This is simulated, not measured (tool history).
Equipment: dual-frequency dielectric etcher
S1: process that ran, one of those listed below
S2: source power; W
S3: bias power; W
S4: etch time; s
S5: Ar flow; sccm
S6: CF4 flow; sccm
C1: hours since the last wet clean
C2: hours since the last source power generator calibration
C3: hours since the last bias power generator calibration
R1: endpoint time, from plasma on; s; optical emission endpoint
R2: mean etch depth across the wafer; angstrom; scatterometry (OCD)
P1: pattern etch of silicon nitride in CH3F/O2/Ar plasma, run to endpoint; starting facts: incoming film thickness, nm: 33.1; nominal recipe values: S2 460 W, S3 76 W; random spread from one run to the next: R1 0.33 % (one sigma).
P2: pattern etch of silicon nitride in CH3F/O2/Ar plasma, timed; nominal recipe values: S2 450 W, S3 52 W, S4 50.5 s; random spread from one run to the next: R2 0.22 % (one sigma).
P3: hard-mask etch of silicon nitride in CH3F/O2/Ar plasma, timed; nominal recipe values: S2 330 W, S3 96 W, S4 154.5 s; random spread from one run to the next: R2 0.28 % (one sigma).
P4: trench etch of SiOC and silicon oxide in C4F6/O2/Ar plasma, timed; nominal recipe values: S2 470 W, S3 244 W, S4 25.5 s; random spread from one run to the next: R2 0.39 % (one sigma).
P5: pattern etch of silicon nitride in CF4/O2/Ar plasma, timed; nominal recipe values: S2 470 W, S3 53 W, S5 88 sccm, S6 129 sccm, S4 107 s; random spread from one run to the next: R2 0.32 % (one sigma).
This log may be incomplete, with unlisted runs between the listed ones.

Run 1, hour 15.6: S1 P1, S2 460 W, S3 76 W; C1 520.3; C2 791.7; C3 1032.7. Result: R1 44.15 s.
Run 2, hour 23.9: S1 P2, S2 450 W, S3 52 W, S4 70 s; C1 528.6; C2 800; C3 1041. Result: R2 448.26 angstrom.
Run 3, hour 34.7: S1 P3, S2 330 W, S3 96 W, S4 154.5 s; C1 539.4; C2 810.8; C3 1051.8. Result: R2 1129.2 angstrom.
Run 4, hour 46.6: S1 P5, S2 470 W, S3 53 W, S4 107 s, S5 88 sccm, S6 129 sccm; C1 551.3; C2 822.7; C3 1063.7. Result: R2 2086.2 angstrom.
Run 5, hour 59.1: S1 P5, S2 470 W, S3 53 W, S4 107 s, S5 88 sccm, S6 154 sccm; C1 563.8; C2 835.2; C3 1076.2. Result: R2 2123.7 angstrom.
Run 6, hour 69.4: S1 P5, S2 470 W, S3 53 W, S4 107 s, S5 58 sccm, S6 129 sccm; C1 574.1; C2 845.5; C3 1086.5. Result: R2 2171.6 angstrom.
Run 7, hour 77.8: S1 P1, S2 560 W, S3 76 W; C1 582.5; C2 853.9; C3 1094.9. Result: R1 41.077 s.
Run 8, hour 85.6: S1 P5, S2 470 W, S3 53 W, S4 107 s, S5 88 sccm, S6 129 sccm; C1 590.3; C2 861.7; C3 1102.7. Result: R2 2106.3 angstrom.
Run 9, hour 94.8: S1 P1, S2 590 W, S3 47 W; C1 599.5; C2 870.9; C3 1111.9. Result: R1 47.066 s.
Run 10, hour 103: S1 P1, S2 460 W, S3 76 W; C1 607.7; C2 879.1; C3 1120.1. Result: R1 44.034 s.
Run 11, hour 112.5: S1 P1, S2 460 W, S3 76 W; C1 617.2; C2 888.6; C3 1129.6. Result: R1 44.347 s.
Run 12, hour 126.2: S1 P1, S2 460 W, S3 93 W; C1 630.9; C2 902.3; C3 1143.3. Result: R1 41.207 s.
Run 13, hour 140.5: S1 P4, S2 290 W, S3 244 W, S4 25.5 s; C1 645.2; C2 916.6; C3 1157.6. Result: R2 510.66 angstrom.
At hour 150.5: wet clean of the chamber.
Run 14, hour 154.4: S1 P3, S2 260 W, S3 96 W, S4 154.5 s; C1 3.9; C2 930.5; C3 1171.5. Result: R2 1034.6 angstrom.
Run 15, hour 169.3: S1 P2, S2 370 W, S3 52 W, S4 50.5 s; C1 18.8; C2 945.4; C3 1186.4. Result: R2 299.64 angstrom.
Run 16, hour 181.7: S1 P5, S2 470 W, S3 53 W, S4 73.5 s, S5 88 sccm, S6 129 sccm; C1 31.2; C2 957.8; C3 1198.8. Result: R2 1447.9 angstrom.
Run 17, hour 191.9: S1 P1, S2 290 W, S3 49 W; C1 41.4; C2 968; C3 1209. Result: R1 61.323 s.
Run 18, hour 204.5: S1 P1, S2 320 W, S3 76 W; C1 54; C2 980.6; C3 1221.6. Result: R1 50.867 s.
Run 19, hour 217: S1 P1, S2 460 W, S3 76 W; C1 66.5; C2 993.1; C3 1234.1. Result: R1 44.446 s.
Run 20, hour 230.7: S1 P1, S2 460 W, S3 76 W; C1 80.2; C2 1006.8; C3 1247.8. Result: R1 44.221 s.
Run 21, hour 240.4: S1 P2, S2 450 W, S3 52 W, S4 50.5 s; C1 89.9; C2 1016.5; C3 1257.5. Result: R2 323.69 angstrom.
Run 22, hour 251.2: S1 P4, S2 470 W, S3 244 W, S4 25.5 s; C1 100.7; C2 1027.3; C3 1268.3. Result: R2 617.23 angstrom.
Run 23, hour 265.9: S1 P2, S2 450 W, S3 69 W, S4 50.5 s; C1 115.4; C2 1042; C3 1283. Result: R2 356.7 angstrom.
Run 24, hour 279.9: S1 P1, S2 460 W, S3 58 W; C1 129.4; C2 1056; C3 1297. Result: R1 48.674 s.
Run 25, hour 291.4: S1 P3, S2 330 W, S3 96 W, S4 121 s; C1 140.9; C2 1067.5; C3 1308.5. Result: R2 884.1 angstrom.
Run 26, hour 306.4: S1 P4, S2 470 W, S3 244 W, S4 25.5 s; C1 155.9; C2 1082.5; C3 1323.5. Result: R2 612.1 angstrom.
Run 27, hour 315.4: S1 P4, S2 470 W, S3 313 W, S4 25.5 s; C1 164.9; C2 1091.5; C3 1332.5. Result: R2 669.16 angstrom.
Run 28, hour 330.2: S1 P3, S2 330 W, S3 133 W, S4 154.5 s; C1 179.7; C2 1106.3; C3 1347.3. Result: R2 1275.7 angstrom.
Run 29, hour 344.6: S1 P4, S2 470 W, S3 244 W, S4 17.5 s; C1 194.1; C2 1120.7; C3 1361.7. Result: R2 420.83 angstrom.
Run 30, hour 357.3: S1 P5, S2 470 W, S3 62 W, S4 107 s, S5 88 sccm, S6 129 sccm; C1 206.8; C2 1133.4; C3 1374.4. Result: R2 2225.8 angstrom.
Run 31, hour 365: S1 P5, S2 340 W, S3 53 W, S4 107 s, S5 88 sccm, S6 129 sccm; C1 214.5; C2 1141.1; C3 1382.1. Result: R2 1581 angstrom.
Run 32, hour 378.9: S1 P1, S2 460 W, S3 76 W; C1 228.4; C2 1155; C3 1396. Result: R1 44.536 s.
Run 33, hour 387.3: S1 P1, S2 460 W, S3 76 W; C1 236.8; C2 1163.4; C3 1404.4. Result: R1 44.819 s.
Run 34, hour 396: S1 P1, S2 460 W, S3 76 W; C1 245.5; C2 1172.1; C3 1413.1. Result: R1 44.882 s.
Run 35, hour 405.5: S1 P1, S2 460 W, S3 76 W; C1 255; C2 1181.6; C3 1422.6. Result: R1 44.74 s.
At hour 412.6: wet clean of the chamber.
Run 36, hour 419.8: S1 P1, S2 460 W, S3 76 W; C1 7.3; C2 1195.9; C3 1436.9. Result: R1 44.969 s.
Run 37, hour 431.1: S1 P1, S2 460 W, S3 76 W; C1 18.6; C2 1207.2; C3 1448.2. Result: R1 44.986 s.
Run 38, hour 443.4: S1 P1, S2 460 W, S3 76 W; C1 30.9; C2 1219.5; C3 1460.5. Result: R1 45.159 s.

The output of P1 has drifted from where it used to be. Each of the 2 causes below, taken at the size shown beside it, accounts for the log equally well:
A: bias power that arrives under what is set, % = 4.68
B: source power that arrives under what is set, % = 4.23
At approximately hour 378.9, the process output began to creep.
The rest of the possible causes, and what rules out each one:
chamber walls in a state that lowers the etch rate, %: serviced at hour 412.6, after the drift had started, without restoring the earlier output

Which of the 4 check runs listed below, each an average over 2 wafers with its results shown as question marks, gives clearly different results under the different listed causes?
Run check 1, hour 455.7: S1 P5, S2 470 W, S3 53 W, S4 107 s, S5 88 sccm, S6 129 sccm. Result: R2 ?.
Run check 2, hour 455.7: S1 P4, S2 470 W, S3 244 W, S4 25.5 s. Result: R2 ?.
Run check 3, hour 455.7: S1 P3, S2 330 W, S3 96 W, S4 154.5 s. Result: R2 ?.
Run check 4, hour 455.7: S1 P2, S2 450 W, S3 52 W, S4 50.5 s. Result: R2 ?.

If the cause were each of the candidates in turn, the checks would give the following:
  check  result    if A    if B
check 1      R2  2059.6  2017.9
check 2      R2  605.14  604.72
check 3      R2  1110.1  1111.8
check 4      R2  318.48  317.86
Separation of the two closest causes in each check, using whichever result separates them best: check 1 2.04 %; check 2 0.07 %; check 3 0.16 %; check 4 0.19 %
Check 1 distinguishes between the causes, while the remaining checks would return nearly the same result for all of them.

Running check 1 produced the following: R2 2058.3 angstrom. Which one of the listed causes fits?

The cause is A: bias power that arrives under what is set, %.

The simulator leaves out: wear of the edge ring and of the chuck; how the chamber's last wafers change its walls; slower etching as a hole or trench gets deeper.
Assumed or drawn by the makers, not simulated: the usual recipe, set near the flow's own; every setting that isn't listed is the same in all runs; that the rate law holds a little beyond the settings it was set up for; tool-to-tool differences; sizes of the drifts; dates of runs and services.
